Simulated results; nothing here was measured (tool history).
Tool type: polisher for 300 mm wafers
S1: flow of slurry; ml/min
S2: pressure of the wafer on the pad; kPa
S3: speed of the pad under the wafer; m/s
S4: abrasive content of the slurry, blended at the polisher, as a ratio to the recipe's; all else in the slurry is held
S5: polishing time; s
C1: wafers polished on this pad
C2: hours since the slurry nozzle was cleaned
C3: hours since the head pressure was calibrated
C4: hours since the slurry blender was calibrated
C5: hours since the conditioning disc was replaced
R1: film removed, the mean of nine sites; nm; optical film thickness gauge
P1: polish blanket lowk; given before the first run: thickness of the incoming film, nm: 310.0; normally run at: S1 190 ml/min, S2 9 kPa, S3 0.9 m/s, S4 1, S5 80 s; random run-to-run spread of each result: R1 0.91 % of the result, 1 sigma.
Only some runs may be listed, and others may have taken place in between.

run 1 hour=4.5 | S1=190 S2=9 S3=0.9 S4=1 S5=80 | C1=194 C2=232.3 C3=241.2 C4=216.9 C5=36 | R1=22.604
run 2 hour=14 | S1=190 S2=9 S3=0.9 S4=1 S5=36 | C1=255 C2=241.8 C3=250.7 C4=226.4 C5=45.5 | R1=10.023
run 3 hour=19.7 | S1=190 S2=9 S3=0.9 S4=1 S5=127 | C1=291 C2=247.5 C3=256.4 C4=232.1 C5=51.2 | R1=35.644
run 4 hour=25.9 | S1=190 S2=13.1 S3=0.9 S4=1.45 S5=80 | C1=330 C2=253.7 C3=262.6 C4=238.3 C5=57.4 | R1=38.285
run 5 hour=33.8 | S1=255 S2=9 S3=0.9 S4=1 S5=80 | C1=380 C2=261.6 C3=270.5 C4=246.2 C5=65.3 | R1=23.219
run 6 hour=41 | S1=190 S2=11 S3=0.52 S4=1 S5=80 | C1=425 C2=268.8 C3=277.7 C4=253.4 C5=72.5 | R1=17.697
run 7 hour=46.8 | S1=190 S2=9 S3=0.9 S4=0.55 S5=80 | C1=462 C2=274.6 C3=283.5 C4=259.2 C5=78.3 | R1=16.566
run 8 hour=54.3 | S1=190 S2=9 S3=0.9 S4=0.7 S5=45 | C1=509 C2=282.1 C3=291 C4=266.7 C5=85.8 | R1=10.357
run 9 hour=64.2 | S1=190 S2=9 S3=0.9 S4=1 S5=80 | C1=572 C2=292 C3=300.9 C4=276.6 C5=95.7 | R1=22.095
run 10 hour=74.1 | S1=190 S2=9 S3=0.9 S4=1 S5=80 | C1=634 C2=301.9 C3=310.8 C4=286.5 C5=105.6 | R1=22.252
run 11 hour=78.7 | S1=190 S2=4.1 S3=0.9 S4=1 S5=80 | C1=664 C2=306.5 C3=315.4 C4=291.1 C5=110.2 | R1=10.321
run 12 hour=86 | S1=190 S2=9 S3=0.9 S4=1 S5=80 | C1=710 C2=313.8 C3=322.7 C4=298.4 C5=117.5 | R1=22.535
-- hour=94.2 slurry nozzle cleaned
run 13 hour=95.4 | S1=190 S2=9 S3=0.5 S4=1 S5=80 | C1=769 C2=1.2 C3=332.1 C4=307.8 C5=126.9 | R1=13.963
run 14 hour=102.2 | S1=190 S2=13.8 S3=0.9 S4=1 S5=80 | C1=812 C2=8 C3=338.9 C4=314.6 C5=133.7 | R1=34.253
run 15 hour=109.7 | S1=190 S2=9 S3=0.9 S4=1.45 S5=80 | C1=860 C2=15.5 C3=346.4 C4=322.1 C5=141.2 | R1=26.285
run 16 hour=117.9 | S1=115 S2=9 S3=0.9 S4=1 S5=80 | C1=911 C2=23.7 C3=354.6 C4=330.3 C5=149.4 | R1=20.511
run 17 hour=126.8 | S1=190 S2=9 S3=1.4 S4=1 S5=80 | C1=968 C2=32.6 C3=363.5 C4=339.2 C5=158.3 | R1=31.745
run 18 hour=137.2 | S1=190 S2=9 S3=0.9 S4=1 S5=80 | C1=1033 C2=43 C3=373.9 C4=349.6 C5=168.7 | R1=22.203
run 19 hour=146.8 | S1=190 S2=9 S3=0.9 S4=1 S5=80 | C1=1094 C2=52.6 C3=383.5 C4=359.2 C5=178.3 | R1=22.07
run 20 hour=153.5 | S1=190 S2=9 S3=0.9 S4=1 S5=80 | C1=1136 C2=59.3 C3=390.2 C4=365.9 C5=185 | R1=22.406
run 21 hour=163.6 | S1=190 S2=9 S3=0.9 S4=1 S5=80 | C1=1200 C2=69.4 C3=400.3 C4=376 C5=195.1 | R1=21.179
run 22 hour=169.1 | S1=190 S2=9 S3=0.9 S4=1 S5=80 | C1=1235 C2=74.9 C3=405.8 C4=381.5 C5=200.6 | R1=21.253
run 23 hour=176.7 | S1=190 S2=9 S3=0.9 S4=1 S5=80 | C1=1283 C2=82.5 C3=413.4 C4=389.1 C5=208.2 | R1=21.033
-- hour=180.1 conditioning disc replaced and pad reconditioned
run 24 hour=185.1 | S1=190 S2=9 S3=0.9 S4=1 S5=80 | C1=1336 C2=90.9 C3=421.8 C4=397.5 C5=5.1 | R1=20.626
-- hour=187 slurry blender recalibrated
-- hour=188.8 worn pad replaced by a new one
run 25 hour=195.5 | S1=190 S2=9 S3=0.9 S4=1 S5=80 | C1=42 C2=101.3 C3=432.2 C4=8.6 C5=15.5 | R1=20.211
run 26 hour=204.8 | S1=190 S2=9 S3=0.9 S4=1 S5=80 | C1=101 C2=110.6 C3=441.5 C4=17.9 C5=24.8 | R1=20.639
run 27 hour=209.7 | S1=190 S2=9 S3=0.9 S4=1 S5=80 | C1=132 C2=115.5 C3=446.4 C4=22.8 C5=29.7 | R1=20.432

P1 no longer gives what it gave before; its output has crept away from where it was. The following 2 causes, each at its listed size, fit the log equally well:
A: head's pressure below its setpoint, % = 8.11
B: slurry flow missing at the pad, % = 38.1
Creep in the process output first set in at about hour 153.5.
Excluded causes, each with its reason:
removal rate lost through wear of the pad, %: serviced after onset, at hour 188.8, with no recovery of the prior output
abrasive missing from the slurry, %: serviced after onset, at hour 187, with no recovery of the prior output
time polished since the conditioner stopped cutting, s: serviced after onset, at hour 180.1, with no recovery of the prior output

You are offered 4 check runs, listed below with question marks in place of their results; each one averages 3 wafers. Which run separates the listed causes by giving clearly different results for each?
run check 1 hour=214.6 | S1=190 S2=9 S3=1.4 S4=0.7 S5=80 | R1=?
run check 2 hour=214.6 | S1=190 S2=9 S3=0.9 S4=0.8 S5=80 | R1=?
run check 3 hour=214.6 | S1=190 S2=9 S3=0.9 S4=1.4 S5=124 | R1=?
run check 4 hour=214.6 | S1=125 S2=9 S3=0.9 S4=1 S5=80 | R1=?

What every check run would give for each of its results, assuming each possible cause in turn:
check=check_1 result=R1 if_A=24.459 if_B=24.462
check=check_2 result=R1 if_A=18.429 if_B=18.431
check=check_3 result=R1 if_A=36.558 if_B=36.562
check=check_4 result=R1 if_A=19.105 if_B=18.383
How far apart the two closest causes lie, in the result that separates them most: check 1 0.01 %; check 2 0.01 %; check 3 0.01 %; check 4 3.85 %
Only check 4 tells the causes apart: in the others they would give nearly the same result.

Then check 4 was run and gave: R1 18.296 nm. Which cause is it?

The correct cause is B, namely: slurry flow missing at the pad, %.
